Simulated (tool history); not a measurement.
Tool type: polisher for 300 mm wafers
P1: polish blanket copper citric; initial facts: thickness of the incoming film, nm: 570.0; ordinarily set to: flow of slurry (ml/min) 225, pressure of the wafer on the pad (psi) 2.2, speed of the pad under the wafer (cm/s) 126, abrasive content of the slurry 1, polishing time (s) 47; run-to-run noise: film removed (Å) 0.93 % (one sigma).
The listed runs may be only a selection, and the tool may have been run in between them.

run   hour  flow of slurry (ml/min)  pressure of the wafer on the pad (psi)  speed of the pad under the wafer (cm/s)  abrasive content of the slurry  polishing time (s)  film removed (Å)
  1   12.5                      225                                     2.2                                      126                               1                  47            840.79
  2   19.5                      325                                     2.2                                      126                               1                  47            874.75
      19.6  -- slurry nozzle cleaned
  3   27.4                      225                                     2.2                                      126                             1.4                  47            911.16
  4   33.9                      135                                     2.2                                      126                               1                  47             789.9
  5   46.9                      225                                     2.2                                      158                             0.7                  47            986.68
  6   54.8                      225                                     2.2                                      126                               1                  47            847.17
  7   69.4                      225                                     2.2                                      126                               1                  47             843.9
        72  -- head pressure recalibrated
  8   77.9                      225                                     1.1                                      126                               1                  47            438.54
  9   87.6                      225                                     3.1                                      126                               1                  47            1175.6
 10    101                      225                                     2.2                                      126                               1                  21            376.16
 11  109.6                      225                                     2.2                                      126                            0.65                  47            773.37
 12  121.5                      225                                     2.2                                      180                               1                  47            1197.8
 13  132.4                      225                                     2.2                                      126                               1                  47            833.16
 14  140.9                      225                                     2.2                                      126                               1                  47            839.38
 15  148.4                      225                                     2.2                                      126                               1                  70            1249.5
 16  162.8                      225                                     2.2                                       60                               1                  47            411.86
 17  176.1                      225                                     2.2                                      126                               1                  47            836.76
 18    185                      225                                     2.2                                      126                               1                  47            822.21
 19  195.1                      225                                     2.2                                      126                               1                  47            833.78
 20  204.7                      225                                     2.2                                      126                               1                  47            814.61
 21  216.2                      225                                     2.2                                      126                               1                  47            803.73
       225  -- head pressure recalibrated
     228.7  -- slurry blender recalibrated
 22  229.6                      225                                     2.2                                      126                               1                  47            788.04
 23  244.1                      225                                     2.2                                      126                               1                  47            780.49
 24  252.2                      225                                     2.2                                      126                               1                  47            786.05
 25  263.9                      225                                     2.2                                      126                               1                  47            778.09
 26  274.8                      225                                     2.2                                      126                               1                  47            788.67

The next listed run, before its measurement:
 27  285.4                      225                                     2.2                                      126                               1                  47                 ?

Run 27 produced film removed (Å) 786.68.

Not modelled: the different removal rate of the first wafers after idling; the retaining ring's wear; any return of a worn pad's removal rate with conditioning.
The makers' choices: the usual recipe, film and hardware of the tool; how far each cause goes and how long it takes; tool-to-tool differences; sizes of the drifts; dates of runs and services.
